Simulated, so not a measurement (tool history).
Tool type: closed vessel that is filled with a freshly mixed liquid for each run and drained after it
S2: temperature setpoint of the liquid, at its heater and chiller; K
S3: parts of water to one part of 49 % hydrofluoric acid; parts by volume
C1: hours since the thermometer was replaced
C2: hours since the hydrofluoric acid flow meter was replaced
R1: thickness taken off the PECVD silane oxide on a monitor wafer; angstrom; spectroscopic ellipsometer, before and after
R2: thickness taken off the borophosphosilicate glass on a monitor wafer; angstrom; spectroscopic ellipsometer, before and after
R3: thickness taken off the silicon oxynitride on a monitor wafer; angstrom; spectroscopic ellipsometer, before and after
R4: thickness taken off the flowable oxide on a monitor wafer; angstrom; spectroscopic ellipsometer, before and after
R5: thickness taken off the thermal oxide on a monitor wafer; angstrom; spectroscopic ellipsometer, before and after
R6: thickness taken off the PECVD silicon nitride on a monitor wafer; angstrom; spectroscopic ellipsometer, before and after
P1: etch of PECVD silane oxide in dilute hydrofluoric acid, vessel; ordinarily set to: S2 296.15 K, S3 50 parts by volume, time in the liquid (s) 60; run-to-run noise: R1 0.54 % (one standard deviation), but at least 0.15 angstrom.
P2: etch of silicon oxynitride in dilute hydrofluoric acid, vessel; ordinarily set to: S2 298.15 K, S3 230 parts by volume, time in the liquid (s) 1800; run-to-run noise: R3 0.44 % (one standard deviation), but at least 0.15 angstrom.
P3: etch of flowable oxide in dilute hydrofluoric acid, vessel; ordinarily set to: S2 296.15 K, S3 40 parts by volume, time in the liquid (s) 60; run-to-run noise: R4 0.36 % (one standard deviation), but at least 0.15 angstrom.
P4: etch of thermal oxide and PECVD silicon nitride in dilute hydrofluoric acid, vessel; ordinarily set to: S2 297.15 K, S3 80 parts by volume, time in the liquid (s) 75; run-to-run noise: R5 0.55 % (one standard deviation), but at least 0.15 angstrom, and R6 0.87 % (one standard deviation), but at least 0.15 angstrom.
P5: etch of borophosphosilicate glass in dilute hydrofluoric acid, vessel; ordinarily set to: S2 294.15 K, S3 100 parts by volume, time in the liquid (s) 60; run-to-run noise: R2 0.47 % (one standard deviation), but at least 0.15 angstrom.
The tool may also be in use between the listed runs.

Run 1, hour 7.3: process that ran P1, S2 296.15 K, S3 50 parts by volume, time in the liquid (s) 60; C1 696.8; C2 333.0. Result: R1 540.62 angstrom.
Run 2, hour 18.9: process that ran P5, S2 300.15 K, S3 100 parts by volume, time in the liquid (s) 60; C1 708.4; C2 344.6. Result: R2 339.30 angstrom.
Run 3, hour 30.5: process that ran P1, S2 296.15 K, S3 50 parts by volume, time in the liquid (s) 60; C1 720.0; C2 356.2. Result: R1 538.38 angstrom.
Run 4, hour 41.8: process that ran P1, S2 296.15 K, S3 50 parts by volume, time in the liquid (s) 60; C1 731.3; C2 367.5. Result: R1 542.43 angstrom.
Run 5, hour 51.3: process that ran P1, S2 296.15 K, S3 20 parts by volume, time in the liquid (s) 60; C1 740.8; C2 377.0. Result: R1 1417.30 angstrom.
Run 6, hour 61.6: process that ran P5, S2 294.15 K, S3 100 parts by volume, time in the liquid (s) 60; C1 751.1; C2 387.3. Result: R2 268.15 angstrom.
Run 7, hour 72.4: process that ran P1, S2 296.15 K, S3 75 parts by volume, time in the liquid (s) 30; C1 761.9; C2 398.1. Result: R1 175.02 angstrom.
Run 8, hour 83.3: process that ran P5, S2 294.15 K, S3 30 parts by volume, time in the liquid (s) 60; C1 772.8; C2 409.0. Result: R2 959.46 angstrom.
Run 9, hour 93.7: process that ran P2, S2 298.15 K, S3 230 parts by volume, time in the liquid (s) 1800; C1 783.2; C2 419.4. Result: R3 352.27 angstrom.
Run 10, hour 101.1: process that ran P3, S2 301.65 K, S3 40 parts by volume, time in the liquid (s) 60; C1 790.6; C2 426.8. Result: R4 1030.20 angstrom.
Run 11, hour 115.7: process that ran P1, S2 299.65 K, S3 50 parts by volume, time in the liquid (s) 60; C1 805.2; C2 441.4. Result: R1 620.77 angstrom.
Run 12, hour 132.1: process that ran P3, S2 296.15 K, S3 40 parts by volume, time in the liquid (s) 60; C1 821.6; C2 457.8. Result: R4 821.04 angstrom.
Run 13, hour 147.2: process that ran P3, S2 296.15 K, S3 20 parts by volume, time in the liquid (s) 60; C1 836.7; C2 472.9. Result: R4 1694.80 angstrom.
Run 14, hour 159.3: process that ran P3, S2 296.15 K, S3 40 parts by volume, time in the liquid (s) 60; C1 848.8; C2 485.0. Result: R4 821.61 angstrom.
Run 15, hour 170.7: process that ran P1, S2 303.65 K, S3 50 parts by volume, time in the liquid (s) 100; C1 860.2; C2 496.4. Result: R1 1223.90 angstrom.
Run 16, hour 187.3: process that ran P1, S2 296.15 K, S3 50 parts by volume, time in the liquid (s) 60; C1 876.8; C2 513.0. Result: R1 540.69 angstrom.
Run 17, hour 195.5: process that ran P1, S2 296.15 K, S3 50 parts by volume, time in the liquid (s) 60; C1 885.0; C2 521.2. Result: R1 544.66 angstrom.
Run 18, hour 210.8: process that ran P3, S2 296.15 K, S3 40 parts by volume, time in the liquid (s) 30; C1 900.3; C2 536.5. Result: R4 410.47 angstrom.
Run 19, hour 224.8: process that ran P2, S2 298.15 K, S3 230 parts by volume, time in the liquid (s) 1800; C1 914.3; C2 550.5. Result: R3 349.67 angstrom.
Run 20, hour 235.2: process that ran P2, S2 298.15 K, S3 230 parts by volume, time in the liquid (s) 2900; C1 924.7; C2 560.9. Result: R3 565.88 angstrom.
Run 21, hour 248.8: process that ran P1, S2 296.15 K, S3 50 parts by volume, time in the liquid (s) 30; C1 938.3; C2 574.5. Result: R1 271.85 angstrom.
Run 22, hour 256.3: process that ran P1, S2 296.15 K, S3 85 parts by volume, time in the liquid (s) 60; C1 945.8; C2 582.0. Result: R1 307.52 angstrom.
Run 23, hour 269.0: process that ran P2, S2 298.15 K, S3 145 parts by volume, time in the liquid (s) 1800; C1 958.5; C2 594.7. Result: R3 596.26 angstrom.
Run 24, hour 280.2: process that ran P5, S2 294.15 K, S3 100 parts by volume, time in the liquid (s) 30; C1 969.7; C2 605.9. Result: R2 133.69 angstrom.
Run 25, hour 292.6: process that ran P4, S2 297.15 K, S3 80 parts by volume, time in the liquid (s) 120; C1 982.1; C2 618.3. Result: R5 73.103 angstrom, R6 39.145 angstrom.
Run 26, hour 307.0: process that ran P4, S2 297.15 K, S3 80 parts by volume, time in the liquid (s) 75; C1 996.5; C2 632.7. Result: R5 46.147 angstrom, R6 24.454 angstrom.
Run 27, hour 317.3: process that ran P5, S2 294.15 K, S3 100 parts by volume, time in the liquid (s) 60; C1 1006.8; C2 643.0. Result: R2 267.25 angstrom.
Run 28, hour 326.2: process that ran P1, S2 296.15 K, S3 50 parts by volume, time in the liquid (s) 105; C1 1015.7; C2 651.9. Result: R1 946.10 angstrom.
Run 29, hour 334.9: process that ran P4, S2 297.15 K, S3 135 parts by volume, time in the liquid (s) 75; C1 1024.4; C2 660.6. Result: R5 25.305 angstrom, R6 14.605 angstrom.
At hour 342.2: thermometer replaced.
Run 30, hour 344.8: process that ran P2, S2 292.15 K, S3 230 parts by volume, time in the liquid (s) 1800; C1 2.6; C2 670.5. Result: R3 269.83 angstrom.
Run 31, hour 353.8: process that ran P4, S2 290.15 K, S3 80 parts by volume, time in the liquid (s) 75; C1 11.6; C2 679.5. Result: R5 35.048 angstrom, R6 15.366 angstrom.
Run 32, hour 366.5: process that ran P1, S2 290.65 K, S3 20 parts by volume, time in the liquid (s) 60; C1 24.3; C2 692.2. Result: R1 1105.80 angstrom.
Run 33, hour 378.0: process that ran P1, S2 290.15 K, S3 50 parts by volume, time in the liquid (s) 60; C1 35.8; C2 703.7. Result: R1 418.96 angstrom.
Run 34, hour 392.1: process that ran P1, S2 296.15 K, S3 50 parts by volume, time in the liquid (s) 60; C1 49.9; C2 717.8. Result: R1 546.49 angstrom.
Run 35, hour 401.3: process that ran P1, S2 296.15 K, S3 50 parts by volume, time in the liquid (s) 60; C1 59.1; C2 727.0. Result: R1 543.28 angstrom.
Run 36, hour 413.5: process that ran P1, S2 296.15 K, S3 50 parts by volume, time in the liquid (s) 60; C1 71.3; C2 739.2. Result: R1 575.59 angstrom.
Run 37, hour 423.5: process that ran P1, S2 296.15 K, S3 50 parts by volume, time in the liquid (s) 60; C1 81.3; C2 749.2. Result: R1 584.60 angstrom.
Run 38, hour 430.8: process that ran P1, S2 296.15 K, S3 50 parts by volume, time in the liquid (s) 60; C1 88.6; C2 756.5. Result: R1 591.49 angstrom.
Run 39, hour 439.7: process that ran P1, S2 296.15 K, S3 50 parts by volume, time in the liquid (s) 60; C1 97.5; C2 765.4. Result: R1 593.39 angstrom.
Run 40, hour 449.0: process that ran P1, S2 296.15 K, S3 50 parts by volume, time in the liquid (s) 60; C1 106.8; C2 774.7. Result: R1 601.25 angstrom.
Run 41, hour 458.7: process that ran P1, S2 296.15 K, S3 50 parts by volume, time in the liquid (s) 60; C1 116.5; C2 784.4. Result: R1 599.36 angstrom.

Compared with where it was, what P1 gives has crept away. Each cause listed below fits the log as well as the rest, at the size given for it:
A: hydrofluoric acid flow above the setpoint (%) = 9.78
B: liquid hotter than its thermometer reads (K) = 2.42
The gradual shift began around hour 401.3.

Below are 4 check runs, each averaged over 2 wafers, with their results shown as question marks. Which of them would give clearly different results depending on which cause is behind the drift?
Run check 1, hour 468.4: process that ran P4, S2 297.15 K, S3 80 parts by volume, time in the liquid (s) 75. Result: R5 ?, R6 ?.
Run check 2, hour 468.4: process that ran P5, S2 294.15 K, S3 100 parts by volume, time in the liquid (s) 60. Result: R2 ?.
Run check 3, hour 468.4: process that ran P3, S2 296.15 K, S3 40 parts by volume, time in the liquid (s) 60. Result: R4 ?.
Run check 4, hour 468.4: process that ran P2, S2 298.15 K, S3 230 parts by volume, time in the liquid (s) 1800. Result: R3 ?.

How each check would come out, cause by cause:
  check  result    if A    if B
check 1      R5  51.222  50.909
check 1      R6  26.620  28.477
check 2      R2  296.76  294.94
check 3      R4  909.09  911.25
check 4      R3  392.18  390.18
Minimum pairwise separation of causes per check, each pair taken at its best-separating result: check 1 6.75 %; check 2 0.61 %; check 3 0.24 %; check 4 0.51 %
The other checks would show nearly matching results whichever cause is true, so check 1 is the only one that separates the causes.

Running check 1 produced the following: R5 50.870 angstrom; R6 26.927 angstrom. Which one of the listed causes fits?

The cause is A: hydrofluoric acid flow above the setpoint (%).
